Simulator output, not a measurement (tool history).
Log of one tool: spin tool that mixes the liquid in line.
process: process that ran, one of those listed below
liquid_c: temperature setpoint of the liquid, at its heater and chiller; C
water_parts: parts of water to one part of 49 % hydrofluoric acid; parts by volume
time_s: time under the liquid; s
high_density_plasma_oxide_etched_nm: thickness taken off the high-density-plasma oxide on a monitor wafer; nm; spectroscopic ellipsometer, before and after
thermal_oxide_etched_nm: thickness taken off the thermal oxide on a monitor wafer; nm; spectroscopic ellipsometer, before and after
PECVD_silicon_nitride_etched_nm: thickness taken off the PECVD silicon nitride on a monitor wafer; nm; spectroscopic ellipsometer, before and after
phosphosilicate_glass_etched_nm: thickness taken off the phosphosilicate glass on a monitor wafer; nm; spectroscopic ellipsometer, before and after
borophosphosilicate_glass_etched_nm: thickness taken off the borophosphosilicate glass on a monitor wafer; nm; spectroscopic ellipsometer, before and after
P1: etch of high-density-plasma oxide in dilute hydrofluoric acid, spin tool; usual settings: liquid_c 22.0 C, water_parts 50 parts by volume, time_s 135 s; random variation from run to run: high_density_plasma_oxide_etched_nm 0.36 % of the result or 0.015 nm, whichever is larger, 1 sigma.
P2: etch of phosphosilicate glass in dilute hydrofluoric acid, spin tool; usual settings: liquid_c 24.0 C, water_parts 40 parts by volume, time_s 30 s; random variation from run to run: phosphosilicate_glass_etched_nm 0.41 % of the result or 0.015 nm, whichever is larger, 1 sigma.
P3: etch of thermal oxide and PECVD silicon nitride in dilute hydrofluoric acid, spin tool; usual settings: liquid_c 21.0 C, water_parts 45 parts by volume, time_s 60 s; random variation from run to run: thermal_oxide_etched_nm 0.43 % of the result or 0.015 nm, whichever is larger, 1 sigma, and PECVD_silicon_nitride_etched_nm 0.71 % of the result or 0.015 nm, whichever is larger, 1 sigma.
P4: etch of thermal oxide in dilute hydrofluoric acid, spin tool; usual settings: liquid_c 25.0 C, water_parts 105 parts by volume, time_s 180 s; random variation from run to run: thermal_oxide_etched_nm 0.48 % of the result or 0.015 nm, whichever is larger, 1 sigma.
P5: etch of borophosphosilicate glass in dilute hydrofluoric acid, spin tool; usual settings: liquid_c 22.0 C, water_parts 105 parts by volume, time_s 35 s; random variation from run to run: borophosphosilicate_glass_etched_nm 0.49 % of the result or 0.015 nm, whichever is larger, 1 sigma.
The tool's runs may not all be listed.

| run | day | process | liquid_c | water_parts | time_s | hours since the thermometer was replaced | hours since the hydrofluoric acid flow meter was replaced | high_density_plasma_oxide_etched_nm | thermal_oxide_etched_nm | PECVD_silicon_nitride_etched_nm | phosphosilicate_glass_etched_nm | borophosphosilicate_glass_etched_nm |
|---|---|---|---|---|---|---|---|---|---|---|---|---|
| 1 | 0.671 | P1 | 22.0 | 50 | 135 | 240.8 | 129.8 | 16.3120 |  |  |  |  |
| 2 | 1.062 | P1 | 22.0 | 50 | 135 | 250.2 | 139.2 | 16.3040 |  |  |  |  |
| 3 | 1.775 | P1 | 22.0 | 50 | 135 | 267.3 | 156.3 | 16.3930 |  |  |  |  |
| 4 | 2.175 | P3 | 17.0 | 45 | 60 | 276.9 | 165.9 |  | 5.5115 | 2.7414 |  |  |
| 5 | 2.738 | P1 | 28.0 | 25 | 135 | 290.4 | 179.4 | 43.7450 |  |  |  |  |
|  | 2.975 | hydrofluoric acid flow meter replaced |
| 6 | 3.438 | P2 | 24.0 | 60 | 30 | 307.2 | 11.2 |  |  |  | 97.671 |  |
| 7 | 3.808 | P1 | 17.0 | 50 | 135 | 316.1 | 20.1 | 13.2440 |  |  |  |  |
| 8 | 4.475 | P1 | 22.0 | 50 | 135 | 332.1 | 36.1 | 16.4050 |  |  |  |  |
| 9 | 4.862 | P3 | 21.0 | 20 | 60 | 341.4 | 45.4 |  | 15.0360 | 7.9127 |  |  |
| 10 | 5.654 | P1 | 27.0 | 50 | 135 | 360.4 | 64.4 | 19.9890 |  |  |  |  |
| 11 | 6.179 | P3 | 21.0 | 45 | 60 | 373.0 | 77.0 |  | 6.5317 | 3.5830 |  |  |
| 12 | 6.633 | P4 | 25.0 | 145 | 180 | 383.9 | 87.9 |  | 5.3545 |  |  |  |
| 13 | 7.296 | P1 | 22.0 | 50 | 135 | 399.8 | 103.8 | 16.4870 |  |  |  |  |
| 14 | 7.904 | P5 | 29.5 | 105 | 35 | 414.4 | 118.4 |  |  |  |  | 11.2160 |
| 15 | 8.588 | P2 | 24.0 | 40 | 30 | 430.8 | 134.8 |  |  |  | 151.070 |  |
| 16 | 9.033 | P4 | 19.0 | 105 | 180 | 441.5 | 145.5 |  | 6.0968 |  |  |  |
| 17 | 9.429 | P3 | 21.0 | 45 | 100 | 451.0 | 155.0 |  | 10.9230 | 5.8834 |  |  |
| 18 | 9.904 | P1 | 22.0 | 50 | 220 | 462.4 | 166.4 | 26.8710 |  |  |  |  |
| 19 | 10.550 | P2 | 24.0 | 40 | 15 | 477.9 | 181.9 |  |  |  | 75.023 |  |
| 20 | 10.904 | P1 | 18.5 | 50 | 235 | 486.4 | 190.4 | 24.5860 |  |  |  |  |
| 21 | 11.417 | P1 | 22.0 | 20 | 135 | 498.7 | 202.7 | 42.4870 |  |  |  |  |
| 22 | 11.854 | P1 | 22.0 | 50 | 65 | 509.2 | 213.2 | 7.8669 |  |  |  |  |
| 23 | 12.475 | P2 | 24.0 | 40 | 30 | 524.1 | 228.1 |  |  |  | 150.230 |  |
| 24 | 13.146 | P1 | 22.0 | 70 | 135 | 540.2 | 244.2 | 11.4950 |  |  |  |  |
| 25 | 13.500 | P2 | 31.0 | 40 | 30 | 548.7 | 252.7 |  |  |  | 199.970 |  |
| 26 | 14.067 | P1 | 22.0 | 70 | 215 | 562.3 | 266.3 | 18.2300 |  |  |  |  |
| 27 | 14.750 | P5 | 22.0 | 105 | 35 | 578.7 | 282.7 |  |  |  |  | 8.4673 |
| 28 | 15.300 | P4 | 25.0 | 105 | 180 | 591.9 | 295.9 |  | 7.7764 |  |  |  |
| 29 | 15.983 | P5 | 22.0 | 40 | 35 | 608.3 | 312.3 |  |  |  |  | 24.0550 |
| 30 | 16.688 | P1 | 22.0 | 50 | 135 | 625.2 | 329.2 | 16.3640 |  |  |  |  |
| 31 | 17.217 | P4 | 25.0 | 105 | 55 | 637.9 | 341.9 |  | 2.3794 |  |  |  |
| 32 | 17.808 | P5 | 22.0 | 105 | 60 | 652.1 | 356.1 |  |  |  |  | 14.7060 |
| 33 | 18.346 | P1 | 22.0 | 50 | 135 | 665.0 | 369.0 | 16.2940 |  |  |  |  |
| 34 | 18.988 | P1 | 22.0 | 50 | 135 | 680.4 | 384.4 | 16.0440 |  |  |  |  |
| 35 | 19.742 | P1 | 22.0 | 50 | 135 | 698.5 | 402.5 | 15.7730 |  |  |  |  |
| 36 | 20.096 | P1 | 22.0 | 50 | 135 | 707.0 | 411.0 | 15.6640 |  |  |  |  |
| 37 | 20.771 | P1 | 22.0 | 50 | 135 | 723.2 | 427.2 | 15.6220 |  |  |  |  |
| 38 | 21.154 | P1 | 22.0 | 50 | 135 | 732.4 | 436.4 | 15.5970 |  |  |  |  |
| 39 | 21.562 | P1 | 22.0 | 50 | 135 | 742.2 | 446.2 | 15.5720 |  |  |  |  |
| 40 | 22.229 | P1 | 22.0 | 50 | 135 | 758.2 | 462.2 | 15.5350 |  |  |  |  |
| 41 | 22.950 | P1 | 22.0 | 50 | 135 | 775.5 | 479.5 | 15.5470 |  |  |  |  |
| 42 | 23.579 | P1 | 22.0 | 50 | 135 | 790.6 | 494.6 | 15.4150 |  |  |  |  |

What P1 gives has crept away from where it was. These 2 causes fit the log equally well, each at the size given:
A: hydrofluoric acid flow below the setpoint (%) = 5.31
B: liquid colder than its thermometer reads (K) = 1.39
The creep began at about day 18.346.

4 check runs are offered, each on 2 wafers whose results are averaged, their results left as question marks. Which one tells the causes apart?
| check 1 | 24.208 | P4 | 25.0 | 105 | 180 |  |  |  | ? |  |  |  |
| check 2 | 24.208 | P3 | 21.0 | 45 | 60 |  |  |  | ? | ? |  |  |
| check 3 | 24.208 | P5 | 22.0 | 105 | 35 |  |  |  |  |  |  | ? |
| check 4 | 24.208 | P2 | 24.0 | 40 | 30 |  |  |  |  |  | ? |  |

What each check would give under each cause:
| check | result | if A | if B |
|---|---|---|---|
| check 1 | thermal_oxide_etched_nm | 7.2957 | 7.3483 |
| check 2 | thermal_oxide_etched_nm | 6.1545 | 6.1453 |
| check 2 | PECVD_silicon_nitride_etched_nm | 3.4121 | 3.2666 |
| check 3 | borophosphosilicate_glass_etched_nm | 7.9976 | 8.0389 |
| check 4 | phosphosilicate_glass_etched_nm | 142.520 | 142.450 |
How far apart the two closest causes lie, in the result that separates them most: check 1 0.72 %; check 2 4.36 %; check 3 0.52 %; check 4 0.05 %
Only check 2 tells the causes apart: in the others they would give nearly the same result.

Then check 2 was run and gave: thermal_oxide_etched_nm 6.1168 nm; PECVD_silicon_nitride_etched_nm 3.4472 nm. Which cause is it?

It is A: hydrofluoric acid flow below the setpoint (%).

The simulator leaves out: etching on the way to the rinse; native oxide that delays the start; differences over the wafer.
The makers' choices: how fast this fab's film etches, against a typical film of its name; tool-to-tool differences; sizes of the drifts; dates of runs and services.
